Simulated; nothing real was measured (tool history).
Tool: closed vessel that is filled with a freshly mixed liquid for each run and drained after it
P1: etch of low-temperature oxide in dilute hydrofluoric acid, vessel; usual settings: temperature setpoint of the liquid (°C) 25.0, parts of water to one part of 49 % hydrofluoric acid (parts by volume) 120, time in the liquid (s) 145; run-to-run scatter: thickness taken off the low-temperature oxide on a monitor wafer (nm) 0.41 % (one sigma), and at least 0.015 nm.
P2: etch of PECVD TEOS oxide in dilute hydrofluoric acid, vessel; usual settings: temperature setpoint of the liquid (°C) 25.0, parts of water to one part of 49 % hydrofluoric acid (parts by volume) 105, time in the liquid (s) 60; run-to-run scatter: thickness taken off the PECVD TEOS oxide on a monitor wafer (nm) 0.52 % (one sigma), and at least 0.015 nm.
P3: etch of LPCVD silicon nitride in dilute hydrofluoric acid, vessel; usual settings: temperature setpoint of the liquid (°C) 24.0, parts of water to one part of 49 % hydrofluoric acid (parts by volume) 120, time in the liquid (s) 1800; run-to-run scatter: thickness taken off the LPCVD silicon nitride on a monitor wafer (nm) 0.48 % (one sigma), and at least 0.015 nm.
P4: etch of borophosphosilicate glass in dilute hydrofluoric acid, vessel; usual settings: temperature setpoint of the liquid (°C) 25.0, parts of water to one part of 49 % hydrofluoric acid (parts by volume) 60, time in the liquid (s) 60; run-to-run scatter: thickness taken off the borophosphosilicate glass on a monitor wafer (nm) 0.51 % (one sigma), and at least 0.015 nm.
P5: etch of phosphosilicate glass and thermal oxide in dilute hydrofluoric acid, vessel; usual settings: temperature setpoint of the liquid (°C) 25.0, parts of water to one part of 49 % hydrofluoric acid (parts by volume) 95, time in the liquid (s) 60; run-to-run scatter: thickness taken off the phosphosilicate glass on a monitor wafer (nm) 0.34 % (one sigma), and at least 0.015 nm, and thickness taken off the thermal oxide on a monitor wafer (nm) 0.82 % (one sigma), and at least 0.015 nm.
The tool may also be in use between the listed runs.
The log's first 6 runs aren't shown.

run,hour,process that ran,temperature setpoint of the liquid (°C),parts of water to one part of 49 % hydrofluoric acid (parts by volume),time in the liquid (s),thickness taken off the low-temperature oxide on a monitor wafer (nm),thickness taken off the PECVD TEOS oxide on a monitor wafer (nm),thickness taken off the LPCVD silicon nitride on a monitor wafer (nm),thickness taken off the phosphosilicate glass on a monitor wafer (nm),thickness taken off the thermal oxide on a monitor wafer (nm),thickness taken off the borophosphosilicate glass on a monitor wafer (nm)
7,30.6,P4,25.0,25,60,,,,,,99.196
8,33.9,P1,25.0,120,145,43.740,,,,,
9,39.2,P1,21.0,120,145,37.333,,,,,
10,42.9,P1,25.0,120,145,43.686,,,,,
11,48.2,P1,30.5,165,145,36.976,,,,,
12,53.7,P5,25.0,95,105,,,,223.970,5.4199,
13,57.6,P4,21.0,60,60,,,,,,33.597
14,63.6,P2,17.0,105,60,,10.3060,,,,
15,68.3,P3,24.0,195,1800,,,5.1369,,,
16,72.4,P1,32.0,120,145,56.903,,,,,
17,76.3,P3,24.0,120,3400,,,15.8040,,,
18,80.7,P1,25.0,170,145,29.202,,,,,
19,85.6,P2,25.0,185,60,,7.2884,,,,
20,90.2,P5,25.0,95,60,,,,127.440,3.1230,
21,93.5,P1,25.0,120,145,43.762,,,,,
22,96.4,P4,25.0,60,30,,,,,,19.663
23,101.6,P5,25.0,170,60,,,,65.407,1.6312,
24,106.8,P4,25.0,60,60,,,,,,39.679

Run 25 comes next. What will it give?
25,111.8,P1,25.0,190,250,?,,,,,

thickness taken off the low-temperature oxide on a monitor wafer (nm): 44.225
